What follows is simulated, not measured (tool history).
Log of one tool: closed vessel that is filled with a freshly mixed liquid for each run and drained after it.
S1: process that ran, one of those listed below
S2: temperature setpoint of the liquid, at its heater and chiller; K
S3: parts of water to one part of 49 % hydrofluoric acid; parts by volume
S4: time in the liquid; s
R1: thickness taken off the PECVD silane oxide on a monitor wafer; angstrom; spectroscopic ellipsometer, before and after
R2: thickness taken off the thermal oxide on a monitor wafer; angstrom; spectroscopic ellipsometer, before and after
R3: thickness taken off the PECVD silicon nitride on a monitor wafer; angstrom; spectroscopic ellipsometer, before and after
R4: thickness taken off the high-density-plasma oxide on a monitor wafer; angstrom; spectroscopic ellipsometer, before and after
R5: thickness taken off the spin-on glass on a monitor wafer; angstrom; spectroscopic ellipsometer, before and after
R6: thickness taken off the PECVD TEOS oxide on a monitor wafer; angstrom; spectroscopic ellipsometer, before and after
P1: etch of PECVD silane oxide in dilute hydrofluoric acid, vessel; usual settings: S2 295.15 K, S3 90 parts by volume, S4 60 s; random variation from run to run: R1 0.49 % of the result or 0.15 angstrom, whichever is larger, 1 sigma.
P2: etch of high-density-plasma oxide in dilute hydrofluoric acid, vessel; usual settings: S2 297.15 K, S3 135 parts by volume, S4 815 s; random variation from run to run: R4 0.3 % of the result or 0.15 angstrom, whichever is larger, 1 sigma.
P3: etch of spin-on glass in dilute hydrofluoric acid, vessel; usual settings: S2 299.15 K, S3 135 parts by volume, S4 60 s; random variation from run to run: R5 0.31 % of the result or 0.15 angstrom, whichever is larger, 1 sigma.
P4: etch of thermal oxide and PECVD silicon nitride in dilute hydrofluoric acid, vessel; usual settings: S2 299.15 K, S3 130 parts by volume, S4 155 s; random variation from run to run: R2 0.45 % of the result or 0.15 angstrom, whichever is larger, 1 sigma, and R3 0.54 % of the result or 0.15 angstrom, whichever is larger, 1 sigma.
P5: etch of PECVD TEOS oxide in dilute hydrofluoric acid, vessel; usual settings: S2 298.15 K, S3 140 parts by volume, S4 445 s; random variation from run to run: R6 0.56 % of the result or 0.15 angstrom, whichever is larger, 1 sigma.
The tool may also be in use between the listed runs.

| run | day | S1 | S2 | S3 | S4 | R1 | R2 | R3 | R4 | R5 | R6 |
|---|---|---|---|---|---|---|---|---|---|---|---|
| 1 | 0.275 | P1 | 295.15 | 90 | 60 | 95.025 |  |  |  |  |  |
| 2 | 0.662 | P1 | 295.15 | 90 | 60 | 95.437 |  |  |  |  |  |
| 3 | 1.125 | P4 | 299.15 | 230 | 155 |  | 31.094 | 24.549 |  |  |  |
| 4 | 1.621 | P1 | 302.15 | 90 | 60 | 126.290 |  |  |  |  |  |
| 5 | 1.900 | P2 | 297.15 | 135 | 815 |  |  |  | 448.37 |  |  |
| 6 | 2.346 | P1 | 290.15 | 125 | 60 | 54.356 |  |  |  |  |  |
| 7 | 2.838 | P2 | 297.15 | 25 | 815 |  |  |  | 2784.80 |  |  |
| 8 | 3.312 | P4 | 299.15 | 130 | 155 |  | 61.606 | 42.916 |  |  |  |
| 9 | 3.817 | P3 | 299.15 | 135 | 105 |  |  |  |  | 275.96 |  |
| 10 | 4.133 | P5 | 298.15 | 255 | 445 |  |  |  |  |  | 170.480 |
| 11 | 4.612 | P5 | 290.65 | 140 | 445 |  |  |  |  |  | 261.540 |
| 12 | 5.150 | P1 | 290.15 | 90 | 60 | 78.015 |  |  |  |  |  |
|  | 5.404 | hydrofluoric acid flow meter replaced |
| 13 | 5.588 | P2 | 297.15 | 135 | 815 |  |  |  | 449.14 |  |  |
| 14 | 5.946 | P4 | 292.65 | 130 | 155 |  | 48.023 | 28.354 |  |  |  |
| 15 | 6.308 | P5 | 298.15 | 140 | 445 |  |  |  |  |  | 354.350 |
| 16 | 6.562 | P1 | 295.15 | 90 | 60 | 95.719 |  |  |  |  |  |
| 17 | 7.058 | P3 | 299.15 | 135 | 60 |  |  |  |  | 158.87 |  |
| 18 | 7.575 | P2 | 297.15 | 135 | 1360 |  |  |  | 749.07 |  |  |
| 19 | 8.108 | P1 | 295.15 | 50 | 60 | 180.880 |  |  |  |  |  |
|  | 8.400 | thermometer replaced |
| 20 | 8.467 | P1 | 295.15 | 155 | 60 | 51.602 |  |  |  |  |  |
| 21 | 8.946 | P1 | 295.15 | 90 | 60 | 95.408 |  |  |  |  |  |
| 22 | 9.204 | P5 | 298.15 | 140 | 30 |  |  |  |  |  | 23.903 |
| 23 | 9.542 | P5 | 298.15 | 140 | 445 |  |  |  |  |  | 351.620 |
| 24 | 10.008 | P1 | 301.65 | 125 | 60 | 84.408 |  |  |  |  |  |
| 25 | 10.300 | P1 | 295.15 | 90 | 60 | 95.976 |  |  |  |  |  |
| 26 | 10.692 | P1 | 302.65 | 140 | 60 | 76.529 |  |  |  |  |  |
| 27 | 11.204 | P3 | 299.15 | 135 | 60 |  |  |  |  | 156.89 |  |
| 28 | 11.558 | P1 | 295.15 | 90 | 60 | 95.370 |  |  |  |  |  |
| 29 | 12.092 | P3 | 299.15 | 75 | 60 |  |  |  |  | 305.49 |  |
| 30 | 12.458 | P3 | 304.15 | 135 | 60 |  |  |  |  | 190.54 |  |
| 31 | 12.783 | P1 | 295.15 | 90 | 30 | 48.252 |  |  |  |  |  |
| 32 | 13.167 | P1 | 295.15 | 90 | 95 | 151.930 |  |  |  |  |  |
| 33 | 13.625 | P2 | 304.15 | 135 | 815 |  |  |  | 581.04 |  |  |
| 34 | 13.888 | P4 | 299.15 | 130 | 240 |  | 95.288 | 66.736 |  |  |  |
| 35 | 14.396 | P1 | 295.15 | 90 | 60 | 94.417 |  |  |  |  |  |
| 36 | 14.858 | P1 | 295.15 | 90 | 60 | 95.736 |  |  |  |  |  |
| 37 | 15.150 | P1 | 295.15 | 90 | 60 | 93.942 |  |  |  |  |  |
| 38 | 15.646 | P1 | 295.15 | 90 | 60 | 92.240 |  |  |  |  |  |
| 39 | 16.021 | P1 | 295.15 | 90 | 60 | 91.716 |  |  |  |  |  |
| 40 | 16.554 | P1 | 295.15 | 90 | 60 | 91.062 |  |  |  |  |  |
| 41 | 16.804 | P1 | 295.15 | 90 | 60 | 90.133 |  |  |  |  |  |
| 42 | 17.108 | P1 | 295.15 | 90 | 60 | 90.957 |  |  |  |  |  |
| 43 | 17.400 | P1 | 295.15 | 90 | 60 | 89.983 |  |  |  |  |  |
| 44 | 17.925 | P1 | 295.15 | 90 | 60 | 90.906 |  |  |  |  |  |
| 45 | 18.288 | P1 | 295.15 | 90 | 60 | 90.316 |  |  |  |  |  |
| 46 | 18.546 | P1 | 295.15 | 90 | 60 | 90.519 |  |  |  |  |  |

What P1 gives has crept away from where it was. These 2 causes fit the log equally well, each at the size given:
A: hydrofluoric acid flow below the setpoint (%) = 5.32
B: liquid colder than its thermometer reads (K) = 1.49
The creep began at about day 14.858.

4 check runs are offered, each on 3 wafers whose results are averaged, their results left as question marks. Which one tells the causes apart?
| check 1 | 18.804 | P4 | 299.15 | 220 | 155 |  | ? | ? |  |  |  |
| check 2 | 18.804 | P5 | 291.65 | 140 | 205 |  |  |  |  |  | ? |
| check 3 | 18.804 | P3 | 299.15 | 80 | 105 |  |  |  |  | ? |  |
| check 4 | 18.804 | P2 | 301.15 | 75 | 815 |  |  |  | ? |  |  |

What each check would give under each cause:
| check | result | if A | if B |
|---|---|---|---|
| check 1 | R2 | 30.852 | 31.304 |
| check 1 | R3 | 24.125 | 23.232 |
| check 2 | R6 | 118.390 | 118.590 |
| check 3 | R5 | 469.69 | 470.35 |
| check 4 | R4 | 957.85 | 959.79 |
How far apart the two closest causes lie, in the result that separates them most: check 1 3.77 %; check 2 0.17 %; check 3 0.14 %; check 4 0.2 %
Only check 1 tells the causes apart: in the others they would give nearly the same result.

Then check 1 was run and gave: R2 31.022 angstrom; R3 24.123 angstrom. Which cause is it?

It is A: hydrofluoric acid flow below the setpoint (%).
